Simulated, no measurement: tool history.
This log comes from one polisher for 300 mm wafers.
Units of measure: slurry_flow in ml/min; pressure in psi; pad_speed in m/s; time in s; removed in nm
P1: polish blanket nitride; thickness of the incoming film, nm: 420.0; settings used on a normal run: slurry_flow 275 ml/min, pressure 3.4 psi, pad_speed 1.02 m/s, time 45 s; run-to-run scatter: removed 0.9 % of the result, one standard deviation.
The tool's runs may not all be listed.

run   hour  slurry_flow  pressure  pad_speed  time  wafers polished on this pad  hours since the slurry nozzle was cleaned  hours since the head pressure was calibrated  removed
  1    9.5          275       3.4       1.02    45                          170                                      529.8                                         288.5   65.095
  2   16.5          275       2.1       1.02    45                          248                                      536.8                                         295.5   40.400
  3   25.9          375       3.4       1.02    45                          352                                      546.2                                         304.9   66.793
  4   31.5          275       3.4       1.02    57                          414                                      551.8                                         310.5   82.761
  5   36.3          275       3.4       0.58    45                          467                                      556.6                                         315.3   41.889
  6   43.2          275       3.4       1.02    45                          544                                      563.5                                         322.2   65.204
  7   51.3          275       4.2       1.56    45                          634                                      571.6                                         330.3  113.300
  8   61.4          275       3.4       1.02    45                          746                                      581.7                                         340.4   64.498
  9   72.1          275       3.4       1.02    45                          864                                      592.4                                         351.1   66.367
 10   80.3          275       2.1       1.02    29                          955                                      600.6                                         359.3   25.744
 11   89.0          275       3.4       1.02    21                         1052                                      609.3                                         368.0   29.925
 12   99.4          275       4.6       1.02    45                         1167                                      619.7                                         378.4   86.682
 13  104.9          275       3.4       1.02    45                         1228                                      625.2                                         383.9   65.038
 14  110.0          275       4.5       1.34    45                         1284                                      630.3                                         389.0  108.320
 15  120.4          165       3.4       1.02    45                         1400                                      640.7                                         399.4   62.565
 16  127.1          275       3.4       1.62    45                         1474                                      647.4                                         406.1   93.647
 17  134.4          275       3.4       1.02    45                         1555                                      654.7                                         413.4   65.477
 18  144.6          275       3.4       1.02    45                         1668                                      664.9                                         423.6   62.516
 19  150.4          275       3.4       1.02    45                         1732                                      670.7                                         429.4   62.445
 20  158.4          275       3.4       1.02    45                         1821                                      678.7                                         437.4   63.013
     161.6  -- worn pad replaced by a new one
 21  166.6          275       3.4       1.02    45                           56                                      686.9                                         445.6   62.468
 22  176.0          275       3.4       1.02    45                          160                                      696.3                                         455.0   62.701
 23  185.1          275       3.4       1.02    45                          261                                      705.4                                         464.1   61.519
 24  191.2          275       3.4       1.02    45                          328                                      711.5                                         470.2   62.201

Something has made what P1 gives creep away from where it was; the 2 causes below, each at its own stated size, fit the log equally well:
A: head's pressure below its setpoint, % = 5.75
B: slurry flow missing at the pad, % = 38.3
The drift started at roughly hour 134.4.
Every other cause this tool's parts could produce, and why it does not fit the log:
removal rate lost through wear of the pad, %: serviced after onset, at hour 161.6, with no recovery of the prior output

4 check runs are offered, each on 5 wafers whose results are averaged, their results left as question marks. Which one tells the causes apart?
check 1  197.3          275       4.2       1.02    45                                                                                                                              ?
check 2  197.3          165       3.4       1.02    45                                                                                                                              ?
check 3  197.3          275       3.4       0.70    56                                                                                                                              ?
check 4  197.3          275       3.4       0.64    45                                                                                                                              ?

What each check would give under each cause:
  check   result    if A    if B
check 1  removed  76.065  76.064
check 2  removed  57.785  55.747
check 3  removed  56.700  56.700
check 4  removed  42.411  42.411
How far apart the two closest causes lie, in the result that separates them most: check 1 0 %; check 2 3.59 %; check 3 0 %; check 4 0 %
Only check 2 tells the causes apart: in the others they would give nearly the same result.

Check 2 was carried out, with these results: removed 57.418 nm. Which of the listed causes is responsible?

It is A: head's pressure below its setpoint, %.

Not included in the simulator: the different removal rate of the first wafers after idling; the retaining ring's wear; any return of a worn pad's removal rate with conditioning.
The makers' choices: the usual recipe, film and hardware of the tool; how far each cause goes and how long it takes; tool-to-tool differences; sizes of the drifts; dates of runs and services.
